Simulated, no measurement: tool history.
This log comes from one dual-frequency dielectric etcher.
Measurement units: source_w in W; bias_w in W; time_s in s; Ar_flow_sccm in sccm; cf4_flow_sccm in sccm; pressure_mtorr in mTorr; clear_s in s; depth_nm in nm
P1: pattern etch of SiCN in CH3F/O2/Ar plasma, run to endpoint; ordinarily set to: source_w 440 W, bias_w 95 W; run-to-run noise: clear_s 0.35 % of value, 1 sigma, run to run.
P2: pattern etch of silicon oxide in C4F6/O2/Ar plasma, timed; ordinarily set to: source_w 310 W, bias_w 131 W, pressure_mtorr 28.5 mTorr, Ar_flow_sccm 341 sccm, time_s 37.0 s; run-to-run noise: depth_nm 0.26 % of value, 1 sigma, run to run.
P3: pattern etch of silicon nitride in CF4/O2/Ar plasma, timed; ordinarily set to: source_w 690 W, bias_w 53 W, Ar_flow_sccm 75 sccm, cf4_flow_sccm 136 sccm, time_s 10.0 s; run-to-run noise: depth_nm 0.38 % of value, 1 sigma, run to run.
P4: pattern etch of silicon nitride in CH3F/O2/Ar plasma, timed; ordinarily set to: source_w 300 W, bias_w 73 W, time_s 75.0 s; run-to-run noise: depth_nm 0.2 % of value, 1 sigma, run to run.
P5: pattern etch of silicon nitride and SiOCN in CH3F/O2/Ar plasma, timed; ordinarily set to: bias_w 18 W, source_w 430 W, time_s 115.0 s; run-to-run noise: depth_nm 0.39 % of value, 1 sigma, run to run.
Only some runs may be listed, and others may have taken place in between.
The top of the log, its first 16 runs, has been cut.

| run | day | process | source_w | bias_w | time_s | Ar_flow_sccm | cf4_flow_sccm | pressure_mtorr | hours since the last wet clean | hours since the last source power generator calibration | hours since the last bias power generator calibration | clear_s | depth_nm |
|---|---|---|---|---|---|---|---|---|---|---|---|---|---|
| 17 | 9.621 | P1 | 600 | 122 |  |  |  |  | 362.2 | 1102.2 | 86.1 | 18.625 |  |
| 18 | 9.996 | P2 | 310 | 160 | 37.0 | 341 |  | 28.5 | 371.2 | 1111.2 | 95.1 |  | 100.690 |
| 19 | 10.350 | P2 | 310 | 131 | 37.0 | 476 |  | 28.5 | 379.7 | 1119.7 | 103.6 |  | 92.024 |
| 20 | 11.100 | P1 | 440 | 95 |  |  |  |  | 397.7 | 1137.7 | 121.6 | 23.062 |  |
| 21 | 11.762 | P1 | 440 | 95 |  |  |  |  | 413.6 | 1153.6 | 137.5 | 22.808 |  |
| 22 | 12.150 | P2 | 310 | 131 | 51.5 | 341 |  | 28.5 | 422.9 | 1162.9 | 146.8 |  | 132.860 |
| 23 | 12.904 | P3 | 690 | 53 | 10.0 | 75 | 136 |  | 441.0 | 1181.0 | 164.9 |  | 27.967 |
| 24 | 13.696 | P1 | 440 | 133 |  |  |  |  | 460.0 | 1200.0 | 183.9 | 20.193 |  |
| 25 | 14.083 | P3 | 690 | 53 | 10.0 | 106 | 136 |  | 469.3 | 1209.3 | 193.2 |  | 27.064 |
| 26 | 14.467 | P1 | 440 | 95 |  |  |  |  | 478.5 | 1218.5 | 202.4 | 22.868 |  |

Run 27, settings as shown, results not yet in. Your forecast:
| 27 | 15.046 | P3 | 690 | 66 | 10.0 | 75 | 136 |  | 492.4 | 1232.4 | 216.3 |  | ? |

{"run 27": {"depth_nm": 30.351}}
